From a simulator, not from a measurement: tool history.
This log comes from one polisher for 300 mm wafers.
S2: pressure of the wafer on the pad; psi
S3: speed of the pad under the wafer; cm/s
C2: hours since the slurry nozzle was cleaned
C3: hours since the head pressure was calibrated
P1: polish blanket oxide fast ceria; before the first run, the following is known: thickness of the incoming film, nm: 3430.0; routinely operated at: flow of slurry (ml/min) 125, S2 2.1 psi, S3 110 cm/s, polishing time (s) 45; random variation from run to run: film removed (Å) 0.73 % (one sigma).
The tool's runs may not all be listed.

Run 1, hour 12.3: flow of slurry (ml/min) 125, S2 2.1 psi, S3 110 cm/s, polishing time (s) 45; wafers polished on this pad 1321; C2 85.4; C3 91.6. Result: film removed (Å) 5608.5.
Run 2, hour 20.3: flow of slurry (ml/min) 125, S2 2.1 psi, S3 50 cm/s, polishing time (s) 45; wafers polished on this pad 1465; C2 93.4; C3 99.6. Result: film removed (Å) 2525.5.
Run 3, hour 29.4: flow of slurry (ml/min) 125, S2 2.1 psi, S3 138 cm/s, polishing time (s) 45; wafers polished on this pad 1630; C2 102.5; C3 108.7. Result: film removed (Å) 7022.2.
Run 4, hour 46.1: flow of slurry (ml/min) 125, S2 3.2 psi, S3 110 cm/s, polishing time (s) 45; wafers polished on this pad 1931; C2 119.2; C3 125.4. Result: film removed (Å) 8483.5.
Run 5, hour 59: flow of slurry (ml/min) 125, S2 2.1 psi, S3 110 cm/s, polishing time (s) 67; wafers polished on this pad 2164; C2 132.1; C3 138.3. Result: film removed (Å) 8228.2.
Run 6, hour 71.3: flow of slurry (ml/min) 125, S2 2.1 psi, S3 110 cm/s, polishing time (s) 45; wafers polished on this pad 2386; C2 144.4; C3 150.6. Result: film removed (Å) 5617.6.
Run 7, hour 84.6: flow of slurry (ml/min) 125, S2 2.1 psi, S3 110 cm/s, polishing time (s) 45; wafers polished on this pad 2626; C2 157.7; C3 163.9. Result: film removed (Å) 5611.1.
Run 8, hour 93.8: flow of slurry (ml/min) 125, S2 2.1 psi, S3 110 cm/s, polishing time (s) 30; wafers polished on this pad 2792; C2 166.9; C3 173.1. Result: film removed (Å) 3727.2.
Run 9, hour 104.3: flow of slurry (ml/min) 125, S2 2.1 psi, S3 110 cm/s, polishing time (s) 45; wafers polished on this pad 2982; C2 177.4; C3 183.6. Result: film removed (Å) 5563.2.
Run 10, hour 118.1: flow of slurry (ml/min) 165, S2 2.1 psi, S3 110 cm/s, polishing time (s) 45; wafers polished on this pad 3231; C2 191.2; C3 197.4. Result: film removed (Å) 5851.3.
Run 11, hour 127.9: flow of slurry (ml/min) 125, S2 2.1 psi, S3 150 cm/s, polishing time (s) 65; wafers polished on this pad 3408; C2 201; C3 207.2. Result: film removed (Å) 11061.
Run 12, hour 138.1: flow of slurry (ml/min) 75, S2 2.1 psi, S3 110 cm/s, polishing time (s) 45; wafers polished on this pad 3592; C2 211.2; C3 217.4. Result: film removed (Å) 4797.2.
Run 13, hour 146.4: flow of slurry (ml/min) 125, S2 1 psi, S3 110 cm/s, polishing time (s) 45; wafers polished on this pad 3742; C2 219.5; C3 225.7. Result: film removed (Å) 2674.6.
Run 14, hour 161.6: flow of slurry (ml/min) 125, S2 2.1 psi, S3 110 cm/s, polishing time (s) 45; wafers polished on this pad 4017; C2 234.7; C3 240.9. Result: film removed (Å) 5554.4.
Run 15, hour 174.4: flow of slurry (ml/min) 125, S2 2.1 psi, S3 110 cm/s, polishing time (s) 45; wafers polished on this pad 4248; C2 247.5; C3 253.7. Result: film removed (Å) 5587.
Run 16, hour 191.2: flow of slurry (ml/min) 125, S2 2.1 psi, S3 110 cm/s, polishing time (s) 45; wafers polished on this pad 4551; C2 264.3; C3 270.5. Result: film removed (Å) 5595.8.
Run 17, hour 206.8: flow of slurry (ml/min) 125, S2 2.1 psi, S3 110 cm/s, polishing time (s) 45; wafers polished on this pad 4833; C2 279.9; C3 286.1. Result: film removed (Å) 5432.9.
Run 18, hour 222.2: flow of slurry (ml/min) 125, S2 2.1 psi, S3 110 cm/s, polishing time (s) 45; wafers polished on this pad 5111; C2 295.3; C3 301.5. Result: film removed (Å) 5288.9.

What does the tool deliver on the next run?
Run 19, hour 233.2: flow of slurry (ml/min) 125, S2 2.1 psi, S3 110 cm/s, polishing time (s) 45; wafers polished on this pad 5310; C2 306.3; C3 312.5. Result: film removed (Å) ?.

Run 19 produced film removed (Å) 5217.9.
